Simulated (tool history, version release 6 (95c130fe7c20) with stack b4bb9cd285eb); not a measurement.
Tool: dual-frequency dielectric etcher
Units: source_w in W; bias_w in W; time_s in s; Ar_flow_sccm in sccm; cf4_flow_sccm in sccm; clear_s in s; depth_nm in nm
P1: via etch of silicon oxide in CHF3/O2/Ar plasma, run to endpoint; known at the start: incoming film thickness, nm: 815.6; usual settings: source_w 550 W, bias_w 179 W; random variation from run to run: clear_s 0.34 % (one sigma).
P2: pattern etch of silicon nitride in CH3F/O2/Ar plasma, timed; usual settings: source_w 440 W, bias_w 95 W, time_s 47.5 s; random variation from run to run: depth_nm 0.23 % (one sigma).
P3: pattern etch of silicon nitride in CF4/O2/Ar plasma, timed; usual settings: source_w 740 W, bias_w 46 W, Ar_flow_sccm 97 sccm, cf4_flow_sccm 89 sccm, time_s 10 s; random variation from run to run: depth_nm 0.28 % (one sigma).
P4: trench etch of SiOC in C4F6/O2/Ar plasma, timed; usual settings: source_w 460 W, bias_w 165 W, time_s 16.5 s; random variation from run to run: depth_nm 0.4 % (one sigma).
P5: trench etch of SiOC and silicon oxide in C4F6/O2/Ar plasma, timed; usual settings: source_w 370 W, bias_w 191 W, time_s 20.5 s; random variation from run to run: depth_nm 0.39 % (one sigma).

| run | day | process | source_w | bias_w | time_s | Ar_flow_sccm | cf4_flow_sccm | hours since the last wet clean | hours since the last source power generator calibration | hours since the last bias power generator calibration | clear_s | depth_nm |
|---|---|---|---|---|---|---|---|---|---|---|---|---|
| 1 | 0.375 | P1 | 550 | 179 |  |  |  | 281.4 | 2668.5 | 1742.5 | 422.2 |  |
| 2 | 0.583 | P1 | 360 | 179 |  |  |  | 286.4 | 2673.5 | 1747.5 | 497.03 |  |
| 3 | 0.862 | P4 | 260 | 165 | 16.5 |  |  | 293.1 | 2680.2 | 1754.2 |  | 29.228 |
| 4 | 1.108 | P1 | 380 | 210 |  |  |  | 299 | 2686.1 | 1760.1 | 456.48 |  |
| 5 | 1.308 | P3 | 740 | 46 | 10 | 97 | 72 | 303.8 | 2690.9 | 1764.9 |  | 24.214 |
| 6 | 1.517 | P1 | 550 | 179 |  |  |  | 308.8 | 2695.9 | 1769.9 | 421 |  |
| 7 | 1.804 | P1 | 710 | 215 |  |  |  | 315.7 | 2702.8 | 1776.8 | 357.95 |  |
| 8 | 2.146 | P3 | 740 | 46 | 5.5 | 97 | 89 | 323.9 | 2711 | 1785 |  | 13.664 |
| 9 | 2.425 | P1 | 550 | 214 |  |  |  | 330.6 | 2717.7 | 1791.7 | 395.6 |  |
| 10 | 2.771 | P3 | 740 | 46 | 10 | 97 | 89 | 338.9 | 2726 | 1800 |  | 24.901 |
| 11 | 3.212 | P1 | 550 | 179 |  |  |  | 349.5 | 2736.6 | 1810.6 | 424.18 |  |
| 12 | 3.404 | P4 | 460 | 165 | 16.5 |  |  | 354.1 | 2741.2 | 1815.2 |  | 36.791 |
| 13 | 3.625 | P5 | 370 | 227 | 20.5 |  |  | 359.4 | 2746.5 | 1820.5 |  | 41.724 |
| 14 | 3.892 | P5 | 370 | 191 | 14.5 |  |  | 365.8 | 2752.9 | 1826.9 |  | 27.984 |
| 15 | 4.204 | P2 | 600 | 95 | 47.5 |  |  | 373.3 | 2760.4 | 1834.4 |  | 43.069 |
| 16 | 4.425 | P5 | 370 | 191 | 20.5 |  |  | 378.6 | 2765.7 | 1839.7 |  | 39.651 |
| 17 | 4.671 | P3 | 1040 | 46 | 10 | 97 | 89 | 384.5 | 2771.6 | 1845.6 |  | 33.579 |
| 18 | 4.967 | P5 | 500 | 191 | 20.5 |  |  | 391.6 | 2778.7 | 1852.7 |  | 44.584 |
| 19 | 5.267 | P5 | 370 | 191 | 20.5 |  |  | 398.8 | 2785.9 | 1859.9 |  | 39.714 |
| 20 | 5.633 | P2 | 440 | 115 | 47.5 |  |  | 407.6 | 2794.7 | 1868.7 |  | 41.169 |
| 21 | 6.05 | P4 | 460 | 125 | 16.5 |  |  | 417.6 | 2804.7 | 1878.7 |  | 33.634 |
| 22 | 6.254 | P1 | 550 | 179 |  |  |  | 422.5 | 2809.6 | 1883.6 | 419.67 |  |
| 23 | 6.45 | P4 | 460 | 165 | 12.5 |  |  | 427.2 | 2814.3 | 1888.3 |  | 27.545 |
| 24 | 6.888 | P3 | 740 | 46 | 10 | 77 | 89 | 437.7 | 2824.8 | 1898.8 |  | 25.809 |
| 25 | 7.088 | P3 | 740 | 60 | 10 | 97 | 89 | 442.5 | 2829.6 | 1903.6 |  | 27.699 |
| 26 | 7.425 | P1 | 770 | 179 |  |  |  | 450.6 | 2837.7 | 1911.7 | 370.58 |  |
| 27 | 7.654 | P2 | 440 | 95 | 47.5 |  |  | 456.1 | 2843.2 | 1917.2 |  | 38.364 |
| 28 | 8.012 | P1 | 550 | 179 |  |  |  | 464.7 | 2851.8 | 1925.8 | 421.99 |  |
|  | 8.304 | bias power generator calibrated |
| 29 | 8.325 | P2 | 440 | 95 | 66 |  |  | 472.2 | 2859.3 | 0.5 |  | 53.344 |
| 30 | 8.658 | P1 | 550 | 142 |  |  |  | 480.2 | 2867.3 | 8.5 | 452.61 |  |
| 31 | 8.871 | P1 | 550 | 179 |  |  |  | 485.3 | 2872.4 | 13.6 | 422.01 |  |
| 32 | 9.288 | P1 | 550 | 179 |  |  |  | 495.3 | 2882.4 | 23.6 | 422.46 |  |
| 33 | 9.604 | P1 | 550 | 179 |  |  |  | 502.9 | 2890 | 31.2 | 423.8 |  |
| 34 | 10.042 | P1 | 550 | 179 |  |  |  | 513.4 | 2900.5 | 41.7 | 426.86 |  |
| 35 | 10.475 | P1 | 550 | 179 |  |  |  | 523.8 | 2910.9 | 52.1 | 427.93 |  |
| 36 | 10.85 | P1 | 550 | 179 |  |  |  | 532.8 | 2919.9 | 61.1 | 427.1 |  |
|  | 11.05 | wet clean of the chamber |
| 37 | 11.233 | P1 | 550 | 179 |  |  |  | 4.4 | 2929.1 | 70.3 | 428.69 |  |
| 38 | 11.454 | P1 | 550 | 179 |  |  |  | 9.7 | 2934.4 | 75.6 | 430.19 |  |
| 39 | 11.712 | P1 | 550 | 179 |  |  |  | 15.9 | 2940.6 | 81.8 | 429.54 |  |

What P1 gives has crept away from where it was. These 2 causes fit the log equally well, each at the size given:
A: source power that arrives under what is set, % = 4.4
B: bias power that arrives under what is set, % = 4.98
The creep began at about day 9.288.
Why every other cause is out:
chamber walls in a state that lowers the etch rate, %: serviced at day 11.05, which brought nothing back

4 check runs are offered, one wafer each, their results left as question marks. Which one tells the causes apart?
| check 1 | 11.971 | P3 | 970 | 46 | 10 | 97 | 89 |  |  |  |  | ? |
| check 2 | 11.971 | P5 | 490 | 191 | 20.5 |  |  |  |  |  |  | ? |
| check 3 | 11.971 | P2 | 590 | 95 | 47.5 |  |  |  |  |  |  | ? |
| check 4 | 11.971 | P4 | 280 | 165 | 16.5 |  |  |  |  |  |  | ? |

What each check would give under each cause:
| check | result | if A | if B |
|---|---|---|---|
| check 1 | depth_nm | 30.461 | 31.127 |
| check 2 | depth_nm | 43.311 | 43.375 |
| check 3 | depth_nm | 42.03 | 41.986 |
| check 4 | depth_nm | 29.575 | 29.612 |
How far apart the two closest causes lie, in the result that separates them most: check 1 2.16 %; check 2 0.15 %; check 3 0.1 %; check 4 0.13 %
Check 1 tells the causes apart: in the others they would give nearly the same result.

Check 1 was then run and gave: depth_nm 31.113 nm. Which cause is it?

It is B: bias power that arrives under what is set, %.

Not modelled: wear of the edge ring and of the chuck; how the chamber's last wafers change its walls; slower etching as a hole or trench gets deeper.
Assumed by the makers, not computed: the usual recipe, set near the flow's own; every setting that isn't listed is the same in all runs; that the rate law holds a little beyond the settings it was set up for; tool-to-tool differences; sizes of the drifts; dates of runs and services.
